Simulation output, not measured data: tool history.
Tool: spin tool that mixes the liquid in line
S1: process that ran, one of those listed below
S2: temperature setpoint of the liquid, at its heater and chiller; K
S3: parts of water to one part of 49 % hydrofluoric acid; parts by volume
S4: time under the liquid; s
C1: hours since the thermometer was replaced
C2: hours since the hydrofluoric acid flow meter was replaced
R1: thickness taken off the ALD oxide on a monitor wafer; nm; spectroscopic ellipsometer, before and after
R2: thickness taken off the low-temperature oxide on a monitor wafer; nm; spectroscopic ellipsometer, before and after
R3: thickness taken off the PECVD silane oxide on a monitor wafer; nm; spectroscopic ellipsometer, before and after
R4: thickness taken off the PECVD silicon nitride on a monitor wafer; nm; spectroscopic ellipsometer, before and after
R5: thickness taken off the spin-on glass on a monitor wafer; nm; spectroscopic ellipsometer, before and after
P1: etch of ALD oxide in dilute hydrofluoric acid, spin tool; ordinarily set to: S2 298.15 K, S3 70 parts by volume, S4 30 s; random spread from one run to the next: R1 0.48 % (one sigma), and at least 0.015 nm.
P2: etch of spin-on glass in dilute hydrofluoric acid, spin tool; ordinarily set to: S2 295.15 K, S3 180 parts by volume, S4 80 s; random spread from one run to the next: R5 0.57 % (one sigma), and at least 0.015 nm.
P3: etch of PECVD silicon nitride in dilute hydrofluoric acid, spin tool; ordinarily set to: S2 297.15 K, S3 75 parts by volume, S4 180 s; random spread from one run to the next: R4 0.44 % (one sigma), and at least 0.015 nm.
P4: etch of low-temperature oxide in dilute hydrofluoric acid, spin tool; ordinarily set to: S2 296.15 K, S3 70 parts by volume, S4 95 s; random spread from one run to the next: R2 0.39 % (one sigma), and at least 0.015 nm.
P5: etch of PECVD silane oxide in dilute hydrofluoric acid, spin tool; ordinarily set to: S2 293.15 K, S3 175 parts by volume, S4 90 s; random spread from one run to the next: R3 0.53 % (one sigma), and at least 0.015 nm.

run    day  S1      S2   S3   S4     C1      C2      R1      R2      R3       R4      R5
  1  0.104  P1  298.15   70   30  603.5  1673.8  7.0496
  2  0.204  P1  305.65   70   30  605.9  1676.2  9.5085
  3  0.304  P1  298.15  120   15  608.3  1678.6  1.9672
  4  0.504  P4  296.15   70   20  613.1  1683.4          8.8349
  5  0.612  P1  293.65   70   30  615.7    1686  5.9101
  6  0.733  P1  298.15   70   55  618.6  1688.9  12.839
  7  0.892  P4  301.65   70   95  622.4  1692.7          52.448
  8  1.017  P1  298.15   45   15  625.4  1695.7  5.7069
  9  1.112  P5  293.15  175  150  627.7    1698                  14.223
     1.146  -- thermometer replaced
 10  1.238  P4  296.15   70   95    2.3    1701          41.967
 11  1.454  P3  297.15   75   15    7.5  1706.2                          0.76386
 12  1.671  P2  295.15  180   80   12.7  1711.4                                    23.17
 13  1.771  P1  298.15   70   15   15.1  1713.8  3.5604
 14  1.871  P3  297.15  115  180   17.5  1716.2                            6.125
 15  2.083  P1  298.15   70   30   22.6  1721.3  7.0663
 16  2.212  P2  295.15  180   40   25.7  1724.4                                   11.591
 17  2.362  P1  298.15   35   30   29.3    1728  14.807
 18  2.525  P1  298.15   70   30   33.2  1731.9  7.0499
 19  2.642  P1  298.15  100   30     36  1734.7  4.7599
 20  2.812  P5  293.15   55   90   40.1  1738.8                  30.864
 21  2.917  P1  306.15  100   30   42.6  1741.3  6.4489
 22  3.092  P2  295.15  180   80   46.8  1745.5                                   23.168
 23  3.204  P2  303.15  180   80   49.5  1748.2                                   31.209
 24  3.346  P5  297.15  175   90   52.9  1751.6                  9.9526
 25  3.442  P3  297.15   75  180   55.2  1753.9                           9.3589
 26  3.542  P1  298.15   70   30   57.6  1756.3  7.0249
 27  3.633  P2  295.15  285   80   59.8  1758.5                                   13.225
 28  3.783  P4  296.15  115   95   63.4  1762.1          24.047
 29  3.971  P3  290.15   75  180   67.9  1766.6                           5.8516
 30  4.129  P5  293.15  175   90   71.7  1770.4                  8.4307
 31  4.283  P1  298.15   70   30   75.4  1774.1  7.0454
 32  4.408  P1  298.15   70   30   78.4  1777.1  7.1882

What will run 33 give?
 33  4.542  P1  298.15  70  30  81.6  1780.3   ?

R1: 7.3816 nm

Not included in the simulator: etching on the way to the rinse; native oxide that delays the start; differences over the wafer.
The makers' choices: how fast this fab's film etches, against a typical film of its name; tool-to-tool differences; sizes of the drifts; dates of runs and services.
